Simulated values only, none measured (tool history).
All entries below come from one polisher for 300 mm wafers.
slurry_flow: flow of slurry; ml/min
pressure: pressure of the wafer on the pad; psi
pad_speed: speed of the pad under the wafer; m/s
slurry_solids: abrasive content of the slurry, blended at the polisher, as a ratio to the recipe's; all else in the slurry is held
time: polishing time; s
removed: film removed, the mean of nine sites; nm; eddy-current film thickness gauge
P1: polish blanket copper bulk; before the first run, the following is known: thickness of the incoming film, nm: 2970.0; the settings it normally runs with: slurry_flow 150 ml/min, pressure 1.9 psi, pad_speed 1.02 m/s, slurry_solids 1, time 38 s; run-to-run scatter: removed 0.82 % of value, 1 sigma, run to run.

run,hour,slurry_flow,pressure,pad_speed,slurry_solids,time,removed
1,6.9,150,1.9,1.02,1,38,206.71
2,16.7,150,1.9,1.02,1,38,210.1
3,22.1,150,1.9,1.02,1,38,204.73
4,30.7,150,1.9,1.02,1,18,96.86
# hour 36.6: slurry nozzle cleaned
5,39.1,150,2.7,1.02,1,38,292.15
6,45.9,150,1.9,1.02,1,60,321.96
7,54.7,150,1.9,1.02,1.35,38,215.23
8,61.5,150,1.9,1.02,1,38,203.37
9,70.3,150,0.9,1.02,1,38,96.991
10,79.3,150,1.9,1.38,1,29,212.13
11,87.2,150,1.9,1.02,1,38,206.09
12,94.4,150,1.9,0.46,1,38,93.632
13,104.1,105,1.9,1.02,1,38,193.13
14,112.3,220,1.9,1.02,1,38,215.85
15,119.7,150,1.9,1.02,0.5,38,176.22
16,125.1,150,1.9,1.02,1,38,208.81
# hour 129.4: head pressure recalibrated
17,130.3,150,1.9,1.6,1,38,324.86
18,138.2,150,1.9,1.02,1,38,205.49
19,144,150,1.9,1.02,1,38,205.53
20,152.5,150,1.9,1.02,1,38,193.73
21,158.8,150,1.9,1.02,1,38,195.21
22,167.4,150,1.9,1.02,1,38,189.9
# hour 170.3: worn pad replaced by a new one
# hour 172.3: slurry blender recalibrated
23,177.4,150,1.9,1.02,1,38,190.99
24,182.6,150,1.9,1.02,1,38,190.15
25,190,150,1.9,1.02,1,38,187.92

The output of P1 has drifted from where it used to be. Each of the 2 causes below, taken at the size shown beside it, accounts for the log equally well:
A: slurry flow missing at the pad, % = 30.7
B: head's pressure below its setpoint, % = 7.31
The process output started creeping at around hour 144.
The rest of the possible causes, and what rules out each one:
removal rate lost through wear of the pad, %: serviced at hour 170.3, after the drift had started, without restoring the earlier output
abrasive missing from the slurry, %: serviced at hour 172.3, after the drift had started, without restoring the earlier output

Each of the check runs listed below is run on 5 wafers and reports their average, with the results left as question marks. Pick the one under which the possible causes would lead to clearly different results.
check 1,197.4,150,1.9,1.02,0.55,56,?
check 2,197.4,150,1,1.02,1,38,?
check 3,197.4,105,1.9,1.02,1,48,?
check 4,197.4,150,2.4,1.02,1.15,38,?

Predicted outcomes, by check and by cause:
check,result,if A,if B
check 1,removed,248.49,248.45
check 2,removed,100.41,100.39
check 3,removed,217.74,223.91
check 4,removed,248.37,248.33
How far apart the two closest causes lie, in the result that separates them most: check 1 0.02 %; check 2 0.02 %; check 3 2.79 %; check 4 0.02 %
Only check 3 tells the causes apart: in the others they would give nearly the same result.

Running check 3 produced the following: removed 223.63 nm. Which one of the listed causes fits?

B is the cause: head's pressure below its setpoint, %.
